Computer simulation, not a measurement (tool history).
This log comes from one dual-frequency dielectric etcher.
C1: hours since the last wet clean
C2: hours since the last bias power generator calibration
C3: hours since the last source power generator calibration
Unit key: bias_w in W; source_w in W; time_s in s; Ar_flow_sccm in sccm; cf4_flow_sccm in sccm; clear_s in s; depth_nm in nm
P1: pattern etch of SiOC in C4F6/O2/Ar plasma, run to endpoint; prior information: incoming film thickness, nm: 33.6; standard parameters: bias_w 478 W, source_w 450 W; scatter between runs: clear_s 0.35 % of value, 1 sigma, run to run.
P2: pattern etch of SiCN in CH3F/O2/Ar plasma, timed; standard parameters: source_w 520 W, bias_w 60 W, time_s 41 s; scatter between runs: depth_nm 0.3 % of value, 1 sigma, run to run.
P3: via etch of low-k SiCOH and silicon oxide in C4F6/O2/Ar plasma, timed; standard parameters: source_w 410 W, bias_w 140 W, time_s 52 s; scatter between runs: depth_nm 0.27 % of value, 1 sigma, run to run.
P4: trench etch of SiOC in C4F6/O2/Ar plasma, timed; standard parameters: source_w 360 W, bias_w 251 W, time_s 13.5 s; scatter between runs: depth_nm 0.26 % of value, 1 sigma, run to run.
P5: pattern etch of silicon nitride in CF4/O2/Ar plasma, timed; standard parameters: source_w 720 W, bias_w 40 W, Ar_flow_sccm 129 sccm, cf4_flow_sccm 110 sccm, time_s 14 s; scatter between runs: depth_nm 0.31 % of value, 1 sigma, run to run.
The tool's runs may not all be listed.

run 1 hour=8.9 | process=P1 bias_w=478 source_w=450 | C1=399.4 C2=1682.8 C3=726 | clear_s=11.336
run 2 hour=18.2 | process=P1 bias_w=617 source_w=590 | C1=408.7 C2=1692.1 C3=735.3 | clear_s=9.3925
run 3 hour=27.5 | process=P2 bias_w=60 source_w=520 time_s=23 | C1=418 C2=1701.4 C3=744.6 | depth_nm=9.2301
run 4 hour=43.7 | process=P3 bias_w=140 source_w=410 time_s=52 | C1=434.2 C2=1717.6 C3=760.8 | depth_nm=116.28
run 5 hour=56.7 | process=P2 bias_w=60 source_w=380 time_s=41 | C1=447.2 C2=1730.6 C3=773.8 | depth_nm=14.544
run 6 hour=65.4 | process=P3 bias_w=87 source_w=410 time_s=52 | C1=455.9 C2=1739.3 C3=782.5 | depth_nm=101.97
run 7 hour=83.4 | process=P2 bias_w=73 source_w=520 time_s=41 | C1=473.9 C2=1757.3 C3=800.5 | depth_nm=17.578
run 8 hour=91.6 | process=P5 bias_w=40 source_w=720 time_s=10 Ar_flow_sccm=129 cf4_flow_sccm=110 | C1=482.1 C2=1765.5 C3=808.7 | depth_nm=23.319
run 9 hour=106 | process=P4 bias_w=348 source_w=360 time_s=13.5 | C1=496.5 C2=1779.9 C3=823.1 | depth_nm=33.928
run 10 hour=116.7 | process=P1 bias_w=478 source_w=450 | C1=507.2 C2=1790.6 C3=833.8 | clear_s=11.386
run 11 hour=131.3 | process=P2 bias_w=60 source_w=520 time_s=41 | C1=521.8 C2=1805.2 C3=848.4 | depth_nm=16.439
run 12 hour=142.2 | process=P5 bias_w=40 source_w=720 time_s=14 Ar_flow_sccm=129 cf4_flow_sccm=110 | C1=532.7 C2=1816.1 C3=859.3 | depth_nm=32.74
run 13 hour=154.4 | process=P1 bias_w=478 source_w=280 | C1=544.9 C2=1828.3 C3=871.5 | clear_s=13.554
-- hour=164.1 bias power generator calibrated
run 14 hour=166.8 | process=P3 bias_w=140 source_w=550 time_s=52 | C1=557.3 C2=2.8 C3=883.9 | depth_nm=130.04
run 15 hour=178.9 | process=P1 bias_w=478 source_w=590 | C1=569.4 C2=14.9 C3=896 | clear_s=10.286
run 16 hour=190.8 | process=P5 bias_w=40 source_w=720 time_s=14 Ar_flow_sccm=129 cf4_flow_sccm=136 | C1=581.3 C2=26.8 C3=907.9 | depth_nm=33.775
run 17 hour=208.3 | process=P4 bias_w=251 source_w=240 time_s=13.5 | C1=598.8 C2=44.3 C3=925.4 | depth_nm=26.014
run 18 hour=222.4 | process=P4 bias_w=251 source_w=360 time_s=9 | C1=612.9 C2=58.4 C3=939.5 | depth_nm=20.172
run 19 hour=237.6 | process=P1 bias_w=373 source_w=450 | C1=628.1 C2=73.6 C3=954.7 | clear_s=12.455
run 20 hour=250 | process=P5 bias_w=40 source_w=720 time_s=14 Ar_flow_sccm=104 cf4_flow_sccm=110 | C1=640.5 C2=86 C3=967.1 | depth_nm=33.42
run 21 hour=264.1 | process=P1 bias_w=478 source_w=450 | C1=654.6 C2=100.1 C3=981.2 | clear_s=11.415
run 22 hour=280.7 | process=P1 bias_w=594 source_w=450 | C1=671.2 C2=116.7 C3=997.8 | clear_s=10.458
run 23 hour=288.9 | process=P1 bias_w=478 source_w=450 | C1=679.4 C2=124.9 C3=1006 | clear_s=11.38
-- hour=301.1 source power generator calibrated
run 24 hour=305.2 | process=P4 bias_w=251 source_w=360 time_s=13.5 | C1=695.7 C2=141.2 C3=4.1 | depth_nm=30.347
run 25 hour=320.5 | process=P1 bias_w=478 source_w=450 | C1=711 C2=156.5 C3=19.4 | clear_s=11.418
run 26 hour=336.4 | process=P5 bias_w=40 source_w=1000 time_s=14 Ar_flow_sccm=129 cf4_flow_sccm=110 | C1=726.9 C2=172.4 C3=35.3 | depth_nm=43.444
run 27 hour=351.3 | process=P5 bias_w=32 source_w=720 time_s=14 Ar_flow_sccm=129 cf4_flow_sccm=110 | C1=741.8 C2=187.3 C3=50.2 | depth_nm=30.266
run 28 hour=363 | process=P1 bias_w=478 source_w=450 | C1=753.5 C2=199 C3=61.9 | clear_s=11.308
run 29 hour=379.3 | process=P1 bias_w=376 source_w=330 | C1=769.8 C2=215.3 C3=78.2 | clear_s=13.909
run 30 hour=395.6 | process=P1 bias_w=300 source_w=550 | C1=786.1 C2=231.6 C3=94.5 | clear_s=12.417
run 31 hour=409 | process=P3 bias_w=140 source_w=410 time_s=75 | C1=799.5 C2=245 C3=107.9 | depth_nm=166.89
run 32 hour=416.9 | process=P1 bias_w=478 source_w=450 | C1=807.4 C2=252.9 C3=115.8 | clear_s=11.372
run 33 hour=426.4 | process=P1 bias_w=478 source_w=450 | C1=816.9 C2=262.4 C3=125.3 | clear_s=11.341
run 34 hour=444.1 | process=P1 bias_w=478 source_w=450 | C1=834.6 C2=280.1 C3=143 | clear_s=11.25
run 35 hour=452.6 | process=P1 bias_w=478 source_w=450 | C1=843.1 C2=288.6 C3=151.5 | clear_s=11.162
-- hour=467 wet clean of the chamber
run 36 hour=470.5 | process=P1 bias_w=478 source_w=450 | C1=3.6 C2=306.5 C3=169.4 | clear_s=11.095
run 37 hour=480 | process=P1 bias_w=478 source_w=450 | C1=13.1 C2=316 C3=178.9 | clear_s=11.233
run 38 hour=494.8 | process=P1 bias_w=478 source_w=450 | C1=27.9 C2=330.8 C3=193.7 | clear_s=11.222

Compared with where it was, what P1 gives has crept away. Each cause listed below fits the log as well as the rest, at the size given for it:
A: bias power that arrives over what is set, % = 4.9
B: source power that arrives over what is set, % = 4.89
The onset of the drift is placed at about hour 416.9.
Ruled out, with reasons:
chamber walls in a state that raises the etch rate, %: serviced at hour 467, after the change had begun; the process did not return to its earlier output

The check runs listed below each take one wafer, and their results are still question marks. Under which run would the listed causes lead to clearly different results?
run check 1 hour=509.6 | process=P4 bias_w=288 source_w=280 time_s=13.5 | depth_nm=?
run check 2 hour=509.6 | process=P3 bias_w=100 source_w=410 time_s=70.5 | depth_nm=?
run check 3 hour=509.6 | process=P5 bias_w=40 source_w=720 time_s=11 Ar_flow_sccm=129 cf4_flow_sccm=110 | depth_nm=?
run check 4 hour=509.6 | process=P2 bias_w=71 source_w=520 time_s=23.5 | depth_nm=?

Outcome of each check run for each possible cause:
check=check_1 result=depth_nm if_A=29.392 if_B=29.421
check=check_2 result=depth_nm if_A=144.63 if_B=145.54
check=check_3 result=depth_nm if_A=26.052 if_B=26.71
check=check_4 result=depth_nm if_A=10.138 if_B=10.154
Separation of the two closest causes in each check, using whichever result separates them best: check 1 0.1 %; check 2 0.62 %; check 3 2.49 %; check 4 0.15 %
Check 3 is the one run that separates the causes; every other check would come out nearly the same whichever cause is at work.

With check 3 done, the readings were: depth_nm 26.724 nm. Identify which of the listed causes applies.

It is B: source power that arrives over what is set, %.

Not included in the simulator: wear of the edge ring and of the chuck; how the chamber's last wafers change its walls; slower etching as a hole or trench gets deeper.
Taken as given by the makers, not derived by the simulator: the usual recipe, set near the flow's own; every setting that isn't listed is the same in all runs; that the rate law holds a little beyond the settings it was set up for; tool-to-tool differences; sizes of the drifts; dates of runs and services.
